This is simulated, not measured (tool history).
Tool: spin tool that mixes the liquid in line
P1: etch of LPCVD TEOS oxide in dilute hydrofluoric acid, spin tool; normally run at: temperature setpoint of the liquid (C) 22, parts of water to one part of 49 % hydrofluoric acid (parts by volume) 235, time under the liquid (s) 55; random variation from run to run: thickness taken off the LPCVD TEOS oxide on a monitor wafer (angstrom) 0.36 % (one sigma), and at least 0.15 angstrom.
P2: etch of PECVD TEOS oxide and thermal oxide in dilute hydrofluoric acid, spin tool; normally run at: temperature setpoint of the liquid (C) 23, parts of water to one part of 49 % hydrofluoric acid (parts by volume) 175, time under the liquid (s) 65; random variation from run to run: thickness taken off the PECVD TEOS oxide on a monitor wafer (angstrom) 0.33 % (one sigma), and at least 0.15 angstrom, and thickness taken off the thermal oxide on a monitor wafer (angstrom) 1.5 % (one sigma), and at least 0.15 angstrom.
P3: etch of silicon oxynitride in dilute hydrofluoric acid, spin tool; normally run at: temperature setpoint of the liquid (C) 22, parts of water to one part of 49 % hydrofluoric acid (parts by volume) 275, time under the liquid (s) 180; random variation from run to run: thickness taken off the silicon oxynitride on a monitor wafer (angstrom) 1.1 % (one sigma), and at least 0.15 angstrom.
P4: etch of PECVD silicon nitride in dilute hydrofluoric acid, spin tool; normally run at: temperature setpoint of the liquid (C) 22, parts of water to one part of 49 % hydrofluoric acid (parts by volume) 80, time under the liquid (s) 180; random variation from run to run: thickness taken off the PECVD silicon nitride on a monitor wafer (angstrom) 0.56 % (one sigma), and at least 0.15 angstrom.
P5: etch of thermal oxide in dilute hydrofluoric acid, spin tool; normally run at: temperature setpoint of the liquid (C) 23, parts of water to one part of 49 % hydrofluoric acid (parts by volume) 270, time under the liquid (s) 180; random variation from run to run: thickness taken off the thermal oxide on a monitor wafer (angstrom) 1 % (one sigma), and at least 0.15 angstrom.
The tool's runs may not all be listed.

| run | day | process that ran | temperature setpoint of the liquid (C) | parts of water to one part of 49 % hydrofluoric acid (parts by volume) | time under the liquid (s) | hours since the thermometer was replaced | hours since the hydrofluoric acid flow meter was replaced | thickness taken off the LPCVD TEOS oxide on a monitor wafer (angstrom) | thickness taken off the PECVD TEOS oxide on a monitor wafer (angstrom) | thickness taken off the thermal oxide on a monitor wafer (angstrom) | thickness taken off the silicon oxynitride on a monitor wafer (angstrom) | thickness taken off the PECVD silicon nitride on a monitor wafer (angstrom) |
|---|---|---|---|---|---|---|---|---|---|---|---|---|
| 1 | 0.358 | P1 | 22 | 235 | 55 | 1138 | 1028.3 | 96.64 |  |  |  |  |
| 2 | 0.779 | P2 | 23 | 175 | 15 | 1148.1 | 1038.4 |  | 21.743 | 3.4094 |  |  |
| 3 | 1.358 | P1 | 22 | 135 | 55 | 1162 | 1052.3 | 187.59 |  |  |  |  |
| 4 | 1.758 | P1 | 22 | 235 | 55 | 1171.6 | 1061.9 | 97.233 |  |  |  |  |
| 5 | 2.417 | P3 | 22 | 275 | 180 | 1187.4 | 1077.7 |  |  |  | 25.002 |  |
| 6 | 3.188 | P4 | 22 | 80 | 15 | 1205.9 | 1096.2 |  |  |  |  | 4.8157 |
| 7 | 3.858 | P5 | 23 | 270 | 180 | 1222 | 1112.3 |  |  | 24.74 |  |  |
| 8 | 4.233 | P3 | 22 | 275 | 30 | 1231 | 1121.3 |  |  |  | 4.1404 |  |
| 9 | 4.604 | P1 | 22 | 235 | 55 | 1239.9 | 1130.2 | 96.533 |  |  |  |  |
| 10 | 5.158 | P2 | 18.5 | 175 | 65 | 1253.2 | 1143.5 |  | 78.652 | 11.996 |  |  |
| 11 | 5.596 | P4 | 22 | 135 | 180 | 1263.7 | 1154 |  |  |  |  | 32.57 |
| 12 | 6.292 | P1 | 30 | 235 | 55 | 1280.4 | 1170.7 | 127.74 |  |  |  |  |
| 13 | 6.892 | P4 | 30 | 80 | 180 | 1294.8 | 1185.1 |  |  |  |  | 91.35 |
| 14 | 7.312 | P2 | 23 | 320 | 65 | 1304.9 | 1195.2 |  | 44.351 | 6.5774 |  |  |
| 15 | 7.7 | P1 | 25.5 | 235 | 95 | 1314.2 | 1204.5 | 190.01 |  |  |  |  |
| 16 | 8.058 | P1 | 18 | 235 | 55 | 1322.8 | 1213.1 | 82.907 |  |  |  |  |
| 17 | 8.571 | P2 | 23 | 175 | 65 | 1335.1 | 1225.4 |  | 94.375 | 14.536 |  |  |
| 18 | 8.942 | P5 | 17 | 270 | 180 | 1344 | 1234.3 |  |  | 19.958 |  |  |
| 19 | 9.642 | P1 | 22 | 235 | 55 | 1360.8 | 1251.1 | 97.058 |  |  |  |  |
| 20 | 10.15 | P3 | 30 | 275 | 180 | 1373 | 1263.3 |  |  |  | 35.31 |  |
| 21 | 10.733 | P1 | 22 | 235 | 95 | 1387 | 1277.3 | 165.42 |  |  |  |  |

Run 22 comes next. What will it give?
| 22 | 11.475 | P1 | 22 | 235 | 15 | 1404.8 | 1295.1 | ? |  |  |  |  |

{"run 22": {"thickness taken off the LPCVD TEOS oxide on a monitor wafer (angstrom)": 26.15}}

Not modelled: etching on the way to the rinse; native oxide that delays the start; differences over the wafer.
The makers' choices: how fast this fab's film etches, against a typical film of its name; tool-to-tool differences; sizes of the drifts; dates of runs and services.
